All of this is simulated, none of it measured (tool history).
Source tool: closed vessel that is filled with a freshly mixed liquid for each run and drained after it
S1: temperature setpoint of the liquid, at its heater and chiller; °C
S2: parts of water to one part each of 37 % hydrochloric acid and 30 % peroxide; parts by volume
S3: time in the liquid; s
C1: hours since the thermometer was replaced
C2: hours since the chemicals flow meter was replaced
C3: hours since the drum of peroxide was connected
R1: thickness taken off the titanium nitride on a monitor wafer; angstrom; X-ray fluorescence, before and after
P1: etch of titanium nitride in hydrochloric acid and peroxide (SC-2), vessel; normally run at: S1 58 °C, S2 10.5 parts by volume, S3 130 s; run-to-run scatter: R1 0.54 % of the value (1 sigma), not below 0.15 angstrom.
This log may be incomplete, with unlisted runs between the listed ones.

run 1 hour=8.4 | S1=58 S2=10.5 S3=130 | C1=599.9 C2=689.7 C3=290.9 | R1=62.418
run 2 hour=17.1 | S1=58 S2=10.5 S3=130 | C1=608.6 C2=698.4 C3=299.6 | R1=62.69
run 3 hour=21.6 | S1=58 S2=10.5 S3=130 | C1=613.1 C2=702.9 C3=304.1 | R1=62.474
run 4 hour=27.1 | S1=58 S2=10.5 S3=130 | C1=618.6 C2=708.4 C3=309.6 | R1=62.89
run 5 hour=35.3 | S1=58 S2=10.5 S3=130 | C1=626.8 C2=716.6 C3=317.8 | R1=62.544
run 6 hour=44 | S1=72 S2=10.5 S3=130 | C1=635.5 C2=725.3 C3=326.5 | R1=145.77
run 7 hour=52.3 | S1=58 S2=5 S3=35 | C1=643.8 C2=733.6 C3=334.8 | R1=30.044
run 8 hour=61.2 | S1=58 S2=10.5 S3=260 | C1=652.7 C2=742.5 C3=343.7 | R1=124.41
run 9 hour=68.9 | S1=43.5 S2=10.5 S3=130 | C1=660.4 C2=750.2 C3=351.4 | R1=23.98
run 10 hour=73.3 | S1=58 S2=18.5 S3=130 | C1=664.8 C2=754.6 C3=355.8 | R1=38.645
run 11 hour=79 | S1=58 S2=10.5 S3=130 | C1=670.5 C2=760.3 C3=361.5 | R1=62.586
run 12 hour=83.5 | S1=58 S2=10.5 S3=30 | C1=675 C2=764.8 C3=366 | R1=14.25
run 13 hour=91.6 | S1=58 S2=4 S3=130 | C1=683.1 C2=772.9 C3=374.1 | R1=129.25
run 14 hour=99.7 | S1=58 S2=10.5 S3=130 | C1=691.2 C2=781 C3=382.2 | R1=62.569
run 15 hour=106 | S1=58 S2=10.5 S3=130 | C1=697.5 C2=787.3 C3=388.5 | R1=64.301
run 16 hour=110.5 | S1=58 S2=10.5 S3=130 | C1=702 C2=791.8 C3=393 | R1=65.639
run 17 hour=115.4 | S1=58 S2=10.5 S3=130 | C1=706.9 C2=796.7 C3=397.9 | R1=66.046
run 18 hour=119.5 | S1=58 S2=10.5 S3=130 | C1=711 C2=800.8 C3=402 | R1=66.717
run 19 hour=124.9 | S1=58 S2=10.5 S3=130 | C1=716.4 C2=806.2 C3=407.4 | R1=67.157
run 20 hour=129.9 | S1=58 S2=10.5 S3=130 | C1=721.4 C2=811.2 C3=412.4 | R1=68.456
run 21 hour=134.1 | S1=58 S2=10.5 S3=130 | C1=725.6 C2=815.4 C3=416.6 | R1=67.991
run 22 hour=139.2 | S1=58 S2=10.5 S3=130 | C1=730.7 C2=820.5 C3=421.7 | R1=68.225
run 23 hour=147.5 | S1=58 S2=10.5 S3=130 | C1=739 C2=828.8 C3=430 | R1=68.509
run 24 hour=154.9 | S1=58 S2=10.5 S3=130 | C1=746.4 C2=836.2 C3=437.4 | R1=68.108

What P1 gives has crept off from where it sat before. The 2 causes that follow fit the log equally well, each at the size noted:
A: liquid hotter than its thermometer reads (K) = 1.39
B: chemicals flow above the setpoint (%) = 11.1
The onset of the drift is placed at about hour 99.7.
What rules out each remaining cause:
peroxide weaker than its label (%): at most 8, giving a -7.4 % change in R1: too small, or against the direction of the creep

The list below offers 4 check runs, each averaging the results of 3 wafers, and shows each result as a question mark. For which of them would the listed causes give clearly different results?
run check 1 hour=162.3 | S1=72 S2=10.5 S3=255 | R1=?
run check 2 hour=162.3 | S1=45 S2=15.5 S3=130 | R1=?
run check 3 hour=162.3 | S1=49.5 S2=4 S3=130 | R1=?
run check 4 hour=162.3 | S1=58 S2=16 S3=30 | R1=?

Predicted outcomes, by check and by cause:
check=check_1 result=R1 if_A=312.1 if_B=314.21
check=check_2 result=R1 if_A=20.809 if_B=20.757
check=check_3 result=R1 if_A=82.142 if_B=80.228
check=check_4 result=R1 if_A=10.943 if_B=11
How far apart the two closest causes lie, in the result that separates them most: check 1 0.67 %; check 2 0.25 %; check 3 2.36 %; check 4 0.51 %
Only in check 3 would the causes give clearly different results; in the remaining checks their results would be nearly the same.

Check 3 was carried out, with these results: R1 82.031 angstrom. Which of the listed causes is responsible?

Of the candidate causes, it is A: liquid hotter than its thermometer reads (K).
